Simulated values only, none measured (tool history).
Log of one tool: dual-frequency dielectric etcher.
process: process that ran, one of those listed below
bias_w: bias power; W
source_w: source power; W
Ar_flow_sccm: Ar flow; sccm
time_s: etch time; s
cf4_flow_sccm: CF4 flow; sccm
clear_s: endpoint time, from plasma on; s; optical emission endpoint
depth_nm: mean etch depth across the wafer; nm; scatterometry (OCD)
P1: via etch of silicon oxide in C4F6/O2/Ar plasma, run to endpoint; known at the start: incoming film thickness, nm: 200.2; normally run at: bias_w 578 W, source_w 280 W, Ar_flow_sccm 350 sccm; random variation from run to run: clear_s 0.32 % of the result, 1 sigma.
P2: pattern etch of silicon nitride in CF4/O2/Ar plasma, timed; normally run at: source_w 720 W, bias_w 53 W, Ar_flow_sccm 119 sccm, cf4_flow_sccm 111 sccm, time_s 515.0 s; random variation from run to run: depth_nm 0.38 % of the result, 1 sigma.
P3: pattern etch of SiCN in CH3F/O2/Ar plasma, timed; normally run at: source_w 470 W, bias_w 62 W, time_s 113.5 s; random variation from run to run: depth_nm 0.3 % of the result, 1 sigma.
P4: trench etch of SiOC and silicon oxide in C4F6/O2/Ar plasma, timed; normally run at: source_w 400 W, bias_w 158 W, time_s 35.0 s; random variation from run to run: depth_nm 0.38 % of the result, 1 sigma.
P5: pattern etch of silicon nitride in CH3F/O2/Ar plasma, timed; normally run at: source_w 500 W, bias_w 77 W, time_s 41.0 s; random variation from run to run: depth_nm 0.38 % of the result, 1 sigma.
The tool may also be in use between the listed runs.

Run 1, hour 12.4: process P1, bias_w 578 W, source_w 280 W, Ar_flow_sccm 350 sccm. Result: clear_s 47.490 s.
Run 2, hour 20.0: process P4, bias_w 158 W, source_w 400 W, time_s 19.0 s. Result: depth_nm 35.030 nm.
Run 3, hour 27.3: process P1, bias_w 578 W, source_w 180 W, Ar_flow_sccm 350 sccm. Result: clear_s 55.644 s.
Run 4, hour 40.2: process P1, bias_w 578 W, source_w 280 W, Ar_flow_sccm 350 sccm. Result: clear_s 47.581 s.
Run 5, hour 47.7: process P4, bias_w 158 W, source_w 250 W, time_s 35.0 s. Result: depth_nm 54.035 nm.
Run 6, hour 60.0: process P1, bias_w 578 W, source_w 280 W, Ar_flow_sccm 350 sccm. Result: clear_s 47.469 s.
Run 7, hour 66.6: process P1, bias_w 578 W, source_w 280 W, Ar_flow_sccm 350 sccm. Result: clear_s 47.404 s.
Run 8, hour 80.4: process P2, bias_w 53 W, source_w 720 W, Ar_flow_sccm 119 sccm, time_s 652.5 s, cf4_flow_sccm 111 sccm. Result: depth_nm 1666.200 nm.
Run 9, hour 86.8: process P3, bias_w 74 W, source_w 470 W, time_s 113.5 s. Result: depth_nm 45.841 nm.
Run 10, hour 97.5: process P5, bias_w 77 W, source_w 500 W, time_s 41.0 s. Result: depth_nm 31.143 nm.
Run 11, hour 106.4: process P5, bias_w 103 W, source_w 500 W, time_s 41.0 s. Result: depth_nm 34.528 nm.
Run 12, hour 119.1: process P5, bias_w 77 W, source_w 370 W, time_s 41.0 s. Result: depth_nm 27.902 nm.
Run 13, hour 128.1: process P1, bias_w 578 W, source_w 280 W, Ar_flow_sccm 477 sccm. Result: clear_s 49.116 s.
Run 14, hour 139.8: process P1, bias_w 578 W, source_w 280 W, Ar_flow_sccm 350 sccm. Result: clear_s 47.198 s.
Run 15, hour 151.3: process P1, bias_w 405 W, source_w 280 W, Ar_flow_sccm 350 sccm. Result: clear_s 54.227 s.
Run 16, hour 159.4: process P1, bias_w 578 W, source_w 350 W, Ar_flow_sccm 350 sccm. Result: clear_s 43.848 s.
Run 17, hour 166.0: process P2, bias_w 53 W, source_w 720 W, Ar_flow_sccm 119 sccm, time_s 515.0 s, cf4_flow_sccm 144 sccm. Result: depth_nm 1362.200 nm.
Run 18, hour 173.2: process P4, bias_w 158 W, source_w 400 W, time_s 35.0 s. Result: depth_nm 64.695 nm.
Run 19, hour 180.3: process P1, bias_w 578 W, source_w 280 W, Ar_flow_sccm 350 sccm. Result: clear_s 47.368 s.
Run 20, hour 188.8: process P4, bias_w 104 W, source_w 400 W, time_s 35.0 s. Result: depth_nm 57.469 nm.
Run 21, hour 197.0: process P2, bias_w 53 W, source_w 940 W, Ar_flow_sccm 119 sccm, time_s 515.0 s, cf4_flow_sccm 111 sccm. Result: depth_nm 1653.000 nm.
Run 22, hour 207.7: process P1, bias_w 578 W, source_w 280 W, Ar_flow_sccm 350 sccm. Result: clear_s 47.428 s.
Run 23, hour 217.2: process P5, bias_w 77 W, source_w 500 W, time_s 22.5 s. Result: depth_nm 17.212 nm.
Run 24, hour 223.9: process P3, bias_w 62 W, source_w 300 W, time_s 113.5 s. Result: depth_nm 36.450 nm.
Run 25, hour 233.3: process P1, bias_w 778 W, source_w 280 W, Ar_flow_sccm 350 sccm. Result: clear_s 42.233 s.
Run 26, hour 245.9: process P1, bias_w 578 W, source_w 280 W, Ar_flow_sccm 235 sccm. Result: clear_s 45.399 s.
Run 27, hour 252.5: process P1, bias_w 578 W, source_w 190 W, Ar_flow_sccm 285 sccm. Result: clear_s 53.547 s.
Run 28, hour 265.7: process P3, bias_w 62 W, source_w 470 W, time_s 113.5 s. Result: depth_nm 43.120 nm.
Run 29, hour 274.1: process P3, bias_w 62 W, source_w 470 W, time_s 69.0 s. Result: depth_nm 26.165 nm.
Run 30, hour 286.1: process P2, bias_w 53 W, source_w 720 W, Ar_flow_sccm 160 sccm, time_s 515.0 s, cf4_flow_sccm 111 sccm. Result: depth_nm 1259.300 nm.
Run 31, hour 300.0: process P2, bias_w 53 W, source_w 720 W, Ar_flow_sccm 119 sccm, time_s 515.0 s, cf4_flow_sccm 111 sccm. Result: depth_nm 1314.000 nm.
Run 32, hour 309.7: process P5, bias_w 77 W, source_w 500 W, time_s 41.0 s. Result: depth_nm 31.348 nm.
Run 33, hour 321.8: process P2, bias_w 71 W, source_w 720 W, Ar_flow_sccm 119 sccm, time_s 515.0 s, cf4_flow_sccm 111 sccm. Result: depth_nm 1465.700 nm.
Run 34, hour 333.6: process P1, bias_w 578 W, source_w 280 W, Ar_flow_sccm 350 sccm. Result: clear_s 47.236 s.
Run 35, hour 345.4: process P1, bias_w 578 W, source_w 280 W, Ar_flow_sccm 350 sccm. Result: clear_s 46.945 s.
Run 36, hour 357.6: process P1, bias_w 578 W, source_w 280 W, Ar_flow_sccm 350 sccm. Result: clear_s 46.420 s.
Run 37, hour 365.1: process P1, bias_w 578 W, source_w 280 W, Ar_flow_sccm 350 sccm. Result: clear_s 46.928 s.
At hour 371.7: Ar flow controller replaced.
Run 38, hour 374.2: process P1, bias_w 578 W, source_w 280 W, Ar_flow_sccm 350 sccm. Result: clear_s 46.809 s.
Run 39, hour 385.7: process P1, bias_w 578 W, source_w 280 W, Ar_flow_sccm 350 sccm. Result: clear_s 46.626 s.
At hour 387.2: wet clean of the chamber.
Run 40, hour 396.0: process P1, bias_w 578 W, source_w 280 W, Ar_flow_sccm 350 sccm. Result: clear_s 46.814 s.
Run 41, hour 402.4: process P1, bias_w 578 W, source_w 280 W, Ar_flow_sccm 350 sccm. Result: clear_s 46.595 s.
Run 42, hour 410.1: process P1, bias_w 578 W, source_w 280 W, Ar_flow_sccm 350 sccm. Result: clear_s 46.769 s.

What P1 gives has crept away from where it was. These 2 causes fit the log equally well, each at the size given:
A: bias power that arrives over what is set, % = 4.19
B: source power that arrives over what is set, % = 4.48
The creep began at about hour 333.6.
Why every other cause is out:
chamber walls in a state that raises the etch rate, %: serviced at hour 387.2, which brought nothing back
Ar flow that arrives under what is set, %: serviced at hour 371.7, which brought nothing back

4 check runs are offered, each on 2 wafers whose results are averaged, their results left as question marks. Which one tells the causes apart?
Run check 1, hour 417.8: process P5, bias_w 98 W, source_w 500 W, time_s 41.0 s. Result: depth_nm ?.
Run check 2, hour 417.8: process P2, bias_w 53 W, source_w 720 W, Ar_flow_sccm 119 sccm, time_s 644.0 s, cf4_flow_sccm 144 sccm. Result: depth_nm ?.
Run check 3, hour 417.8: process P4, bias_w 158 W, source_w 300 W, time_s 22.0 s. Result: depth_nm ?.
Run check 4, hour 417.8: process P3, bias_w 62 W, source_w 310 W, time_s 113.5 s. Result: depth_nm ?.

What each check would give under each cause:
  check    result      if A      if B
check 1  depth_nm    34.513    34.567
check 2  depth_nm  1719.400  1760.300
check 3  depth_nm    36.873    37.026
check 4  depth_nm    37.398    37.479
How far apart the two closest causes lie, in the result that separates them most: check 1 0.16 %; check 2 2.35 %; check 3 0.41 %; check 4 0.22 %
Check 2 tells the causes apart: in the others they would give nearly the same result.

Check 2 was then run and gave: depth_nm 1707.900 nm. Which cause is it?

It is A: bias power that arrives over what is set, %.
